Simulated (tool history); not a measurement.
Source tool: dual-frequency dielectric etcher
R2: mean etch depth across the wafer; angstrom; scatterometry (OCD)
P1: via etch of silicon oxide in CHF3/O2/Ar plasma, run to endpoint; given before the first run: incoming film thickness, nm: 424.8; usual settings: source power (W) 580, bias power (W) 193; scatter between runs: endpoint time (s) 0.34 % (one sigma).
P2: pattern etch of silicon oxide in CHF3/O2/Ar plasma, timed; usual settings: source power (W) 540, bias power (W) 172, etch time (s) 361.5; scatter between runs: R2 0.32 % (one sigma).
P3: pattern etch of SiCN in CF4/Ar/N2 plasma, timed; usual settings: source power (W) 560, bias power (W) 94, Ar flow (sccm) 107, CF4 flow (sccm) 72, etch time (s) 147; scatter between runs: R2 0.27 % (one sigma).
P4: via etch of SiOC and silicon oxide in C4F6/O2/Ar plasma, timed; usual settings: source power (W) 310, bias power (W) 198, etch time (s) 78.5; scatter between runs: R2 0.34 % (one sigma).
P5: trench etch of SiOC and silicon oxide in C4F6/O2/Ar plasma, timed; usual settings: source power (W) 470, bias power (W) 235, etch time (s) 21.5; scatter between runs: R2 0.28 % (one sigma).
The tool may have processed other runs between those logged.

{"run": 1, "hour": 7.2, "process that ran": "P1", "source power (W)": 580, "bias power (W)": 193, "endpoint time (s)": 209.26}
{"run": 2, "hour": 12.8, "process that ran": "P5", "source power (W)": 590, "bias power (W)": 235, "etch time (s)": 21.5, "R2": 526.15}
{"run": 3, "hour": 17.9, "process that ran": "P3", "source power (W)": 560, "bias power (W)": 75, "etch time (s)": 147, "Ar flow (sccm)": 107, "CF4 flow (sccm)": 72, "R2": 1502.5}
{"run": 4, "hour": 22.1, "process that ran": "P2", "source power (W)": 540, "bias power (W)": 172, "etch time (s)": 361.5, "R2": 6725.2}
{"run": 5, "hour": 25.4, "process that ran": "P4", "source power (W)": 190, "bias power (W)": 198, "etch time (s)": 78.5, "R2": 691.11}
{"run": 6, "hour": 28.9, "process that ran": "P4", "source power (W)": 310, "bias power (W)": 198, "etch time (s)": 78.5, "R2": 835.61}
{"run": 7, "hour": 32.3, "process that ran": "P1", "source power (W)": 390, "bias power (W)": 269, "endpoint time (s)": 216.17}
{"run": 8, "hour": 38.2, "process that ran": "P5", "source power (W)": 470, "bias power (W)": 235, "etch time (s)": 31, "R2": 695.33}
{"run": 9, "hour": 44.4, "process that ran": "P5", "source power (W)": 470, "bias power (W)": 192, "etch time (s)": 21.5, "R2": 452.82}
{"run": 10, "hour": 48.1, "process that ran": "P3", "source power (W)": 560, "bias power (W)": 94, "etch time (s)": 189.5, "Ar flow (sccm)": 107, "CF4 flow (sccm)": 72, "R2": 2114.3}
{"run": 11, "hour": 51.3, "process that ran": "P3", "source power (W)": 760, "bias power (W)": 94, "etch time (s)": 147, "Ar flow (sccm)": 107, "CF4 flow (sccm)": 72, "R2": 2137.3}
{"run": 12, "hour": 56.5, "process that ran": "P2", "source power (W)": 540, "bias power (W)": 172, "etch time (s)": 361.5, "R2": 6736.7}
{"run": 13, "hour": 62.6, "process that ran": "P3", "source power (W)": 560, "bias power (W)": 94, "etch time (s)": 147, "Ar flow (sccm)": 107, "CF4 flow (sccm)": 72, "R2": 1628.5}
{"run": 14, "hour": 66.9, "process that ran": "P1", "source power (W)": 580, "bias power (W)": 193, "endpoint time (s)": 207.95}
{"run": 15, "hour": 71.1, "process that ran": "P1", "source power (W)": 580, "bias power (W)": 193, "endpoint time (s)": 209.09}
{"run": 16, "hour": 77.7, "process that ran": "P5", "source power (W)": 470, "bias power (W)": 235, "etch time (s)": 21.5, "R2": 482.98}
{"run": 17, "hour": 83.6, "process that ran": "P1", "source power (W)": 580, "bias power (W)": 193, "endpoint time (s)": 209.43}
{"run": 18, "hour": 87.7, "process that ran": "P1", "source power (W)": 580, "bias power (W)": 193, "endpoint time (s)": 208}
{"run": 19, "hour": 91.3, "process that ran": "P3", "source power (W)": 560, "bias power (W)": 94, "etch time (s)": 147, "Ar flow (sccm)": 107, "CF4 flow (sccm)": 97, "R2": 1706.3}
{"run": 20, "hour": 96.5, "process that ran": "P3", "source power (W)": 560, "bias power (W)": 94, "etch time (s)": 147, "Ar flow (sccm)": 107, "CF4 flow (sccm)": 72, "R2": 1636.6}
{"run": 21, "hour": 100.2, "process that ran": "P2", "source power (W)": 540, "bias power (W)": 172, "etch time (s)": 518.5, "R2": 9622.6}
{"run": 22, "hour": 105.4, "process that ran": "P1", "source power (W)": 580, "bias power (W)": 193, "endpoint time (s)": 208.35}
{"run": 23, "hour": 111.4, "process that ran": "P4", "source power (W)": 310, "bias power (W)": 198, "etch time (s)": 44, "R2": 465.44}
{"run": 24, "hour": 116.7, "process that ran": "P2", "source power (W)": 540, "bias power (W)": 112, "etch time (s)": 361.5, "R2": 5881.6}
{"run": 25, "hour": 121.4, "process that ran": "P1", "source power (W)": 740, "bias power (W)": 238, "endpoint time (s)": 177.87}
{"run": 26, "hour": 126.0, "process that ran": "P1", "source power (W)": 580, "bias power (W)": 143, "endpoint time (s)": 230.24}
{"hour": 126.2, "done": "source power generator calibrated"}
{"run": 27, "hour": 132.6, "process that ran": "P2", "source power (W)": 440, "bias power (W)": 172, "etch time (s)": 361.5, "R2": 6254.7}
{"run": 28, "hour": 139.8, "process that ran": "P4", "source power (W)": 310, "bias power (W)": 198, "etch time (s)": 78.5, "R2": 833.08}
{"run": 29, "hour": 145.9, "process that ran": "P1", "source power (W)": 440, "bias power (W)": 193, "endpoint time (s)": 231.42}
{"run": 30, "hour": 151.3, "process that ran": "P1", "source power (W)": 580, "bias power (W)": 258, "endpoint time (s)": 189.3}
{"run": 31, "hour": 156.2, "process that ran": "P5", "source power (W)": 470, "bias power (W)": 235, "etch time (s)": 21.5, "R2": 482.88}
{"run": 32, "hour": 163.3, "process that ran": "P1", "source power (W)": 690, "bias power (W)": 193, "endpoint time (s)": 196.86}
{"run": 33, "hour": 167.0, "process that ran": "P4", "source power (W)": 310, "bias power (W)": 260, "etch time (s)": 78.5, "R2": 914.7}
{"run": 34, "hour": 170.6, "process that ran": "P3", "source power (W)": 560, "bias power (W)": 94, "etch time (s)": 147, "Ar flow (sccm)": 63, "CF4 flow (sccm)": 72, "R2": 1745.6}
{"run": 35, "hour": 174.1, "process that ran": "P1", "source power (W)": 580, "bias power (W)": 193, "endpoint time (s)": 209.88}
{"run": 36, "hour": 181.1, "process that ran": "P1", "source power (W)": 580, "bias power (W)": 193, "endpoint time (s)": 210.7}
{"run": 37, "hour": 184.7, "process that ran": "P1", "source power (W)": 580, "bias power (W)": 193, "endpoint time (s)": 210.43}
{"run": 38, "hour": 190.5, "process that ran": "P1", "source power (W)": 580, "bias power (W)": 193, "endpoint time (s)": 211.79}
{"run": 39, "hour": 196.4, "process that ran": "P1", "source power (W)": 580, "bias power (W)": 193, "endpoint time (s)": 211.74}
{"run": 40, "hour": 201.0, "process that ran": "P1", "source power (W)": 580, "bias power (W)": 193, "endpoint time (s)": 213.17}
{"hour": 201.7, "done": "wet clean of the chamber"}
{"run": 41, "hour": 206.5, "process that ran": "P1", "source power (W)": 580, "bias power (W)": 193, "endpoint time (s)": 212.98}
{"run": 42, "hour": 211.0, "process that ran": "P1", "source power (W)": 580, "bias power (W)": 193, "endpoint time (s)": 212.73}
{"run": 43, "hour": 216.6, "process that ran": "P1", "source power (W)": 580, "bias power (W)": 193, "endpoint time (s)": 211.6}

Compared with where it was, what P1 gives has crept away. Each cause listed below fits the log as well as the rest, at the size given for it:
A: source power that arrives under what is set, % = 4.35
B: bias power that arrives under what is set, % = 4.85
At approximately hour 174.1, the process output began to creep.
Each remaining cause and why it is not a fit:
chamber walls in a state that lowers the etch rate, %: its service at hour 201.7 followed the start of the drift and did not put the process back to its old value

Below are 4 check runs, each on a single wafer, with their results shown as question marks. Which of them would tell the listed causes apart, meaning the causes would give clearly different results under it?
{"run": "check 1", "hour": 222.2, "process that ran": "P2", "source power (W)": 540, "bias power (W)": 172, "etch time (s)": 510, "R2": "?"}
{"run": "check 2", "hour": 222.2, "process that ran": "P4", "source power (W)": 310, "bias power (W)": 255, "etch time (s)": 57.5, "R2": "?"}
{"run": "check 3", "hour": 222.2, "process that ran": "P3", "source power (W)": 640, "bias power (W)": 94, "etch time (s)": 147, "Ar flow (sccm)": 66, "CF4 flow (sccm)": 72, "R2": "?"}
{"run": "check 4", "hour": 222.2, "process that ran": "P5", "source power (W)": 470, "bias power (W)": 195, "etch time (s)": 25.5, "R2": "?"}

Outcome of each check run for each possible cause:
check=check_1 result=R2 if_A=9344.2 if_B=9348.1
check=check_2 result=R2 if_A=653.35 if_B=653.02
check=check_3 result=R2 if_A=1883 if_B=1926
check=check_4 result=R2 if_A=529.27 if_B=530.09
Distance between the nearest two causes, measured in the result of the check that separates them most: check 1 0.04 %; check 2 0.05 %; check 3 2.26 %; check 4 0.15 %
Check 3 is the one run that separates the causes; every other check would come out nearly the same whichever cause is at work.

Then check 3 was run and gave: R2 1885.8 angstrom. Which cause is it?

Of the candidate causes, it is A: source power that arrives under what is set, %.

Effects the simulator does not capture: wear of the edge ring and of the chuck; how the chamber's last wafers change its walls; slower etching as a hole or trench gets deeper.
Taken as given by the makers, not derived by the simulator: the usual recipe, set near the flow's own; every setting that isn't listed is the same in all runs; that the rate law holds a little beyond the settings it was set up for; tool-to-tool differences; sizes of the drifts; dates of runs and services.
